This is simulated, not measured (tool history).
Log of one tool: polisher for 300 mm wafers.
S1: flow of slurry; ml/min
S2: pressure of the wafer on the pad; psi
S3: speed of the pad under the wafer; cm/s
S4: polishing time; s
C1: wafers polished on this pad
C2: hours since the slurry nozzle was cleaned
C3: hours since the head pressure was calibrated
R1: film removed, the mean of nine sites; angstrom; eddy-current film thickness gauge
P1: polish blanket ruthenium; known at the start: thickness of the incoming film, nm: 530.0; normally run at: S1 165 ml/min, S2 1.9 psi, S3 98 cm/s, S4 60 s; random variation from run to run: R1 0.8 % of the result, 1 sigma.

{"run": 1, "hour": 8.3, "S1": 165, "S2": 1.9, "S3": 98, "S4": 60, "C1": 545, "C2": 108.7, "C3": 464.5, "R1": 528.92}
{"run": 2, "hour": 12.4, "S1": 165, "S2": 2.6, "S3": 98, "S4": 60, "C1": 592, "C2": 112.8, "C3": 468.6, "R1": 742.71}
{"run": 3, "hour": 17.7, "S1": 165, "S2": 1.9, "S3": 56, "S4": 60, "C1": 651, "C2": 118.1, "C3": 473.9, "R1": 306.9}
{"run": 4, "hour": 24.3, "S1": 165, "S2": 1.9, "S3": 98, "S4": 60, "C1": 726, "C2": 124.7, "C3": 480.5, "R1": 546.33}
{"run": 5, "hour": 31.9, "S1": 165, "S2": 1.9, "S3": 98, "S4": 28, "C1": 812, "C2": 132.3, "C3": 488.1, "R1": 250.08}
{"run": 6, "hour": 36.9, "S1": 165, "S2": 1.9, "S3": 134, "S4": 60, "C1": 868, "C2": 137.3, "C3": 493.1, "R1": 731.97}
{"run": 7, "hour": 44.9, "S1": 165, "S2": 0.9, "S3": 98, "S4": 60, "C1": 958, "C2": 145.3, "C3": 501.1, "R1": 254.57}
{"run": 8, "hour": 52.4, "S1": 165, "S2": 1.9, "S3": 98, "S4": 60, "C1": 1043, "C2": 152.8, "C3": 508.6, "R1": 530.87}
{"run": 9, "hour": 58.6, "S1": 165, "S2": 1.1, "S3": 98, "S4": 33, "C1": 1113, "C2": 159.0, "C3": 514.8, "R1": 171.15}
{"hour": 61.5, "done": "head pressure recalibrated"}
{"run": 10, "hour": 67.9, "S1": 165, "S2": 1.9, "S3": 98, "S4": 76, "C1": 1217, "C2": 168.3, "C3": 6.5, "R1": 681.35}
{"run": 11, "hour": 72.9, "S1": 165, "S2": 1.9, "S3": 98, "S4": 60, "C1": 1274, "C2": 173.3, "C3": 11.5, "R1": 531.98}
{"run": 12, "hour": 77.9, "S1": 230, "S2": 1.9, "S3": 98, "S4": 60, "C1": 1330, "C2": 178.3, "C3": 16.5, "R1": 560.14}
{"run": 13, "hour": 86.7, "S1": 165, "S2": 1.9, "S3": 98, "S4": 60, "C1": 1429, "C2": 187.1, "C3": 25.3, "R1": 544.85}
{"run": 14, "hour": 94.3, "S1": 100, "S2": 1.9, "S3": 98, "S4": 60, "C1": 1515, "C2": 194.7, "C3": 32.9, "R1": 485.69}

Forecast run 15:
{"run": 15, "hour": 103.0, "S1": 165, "S2": 1.9, "S3": 98, "S4": 60, "C1": 1613, "C2": 203.4, "C3": 41.6, "R1": "?"}

Run 15 gave R1 529.97 angstrom.

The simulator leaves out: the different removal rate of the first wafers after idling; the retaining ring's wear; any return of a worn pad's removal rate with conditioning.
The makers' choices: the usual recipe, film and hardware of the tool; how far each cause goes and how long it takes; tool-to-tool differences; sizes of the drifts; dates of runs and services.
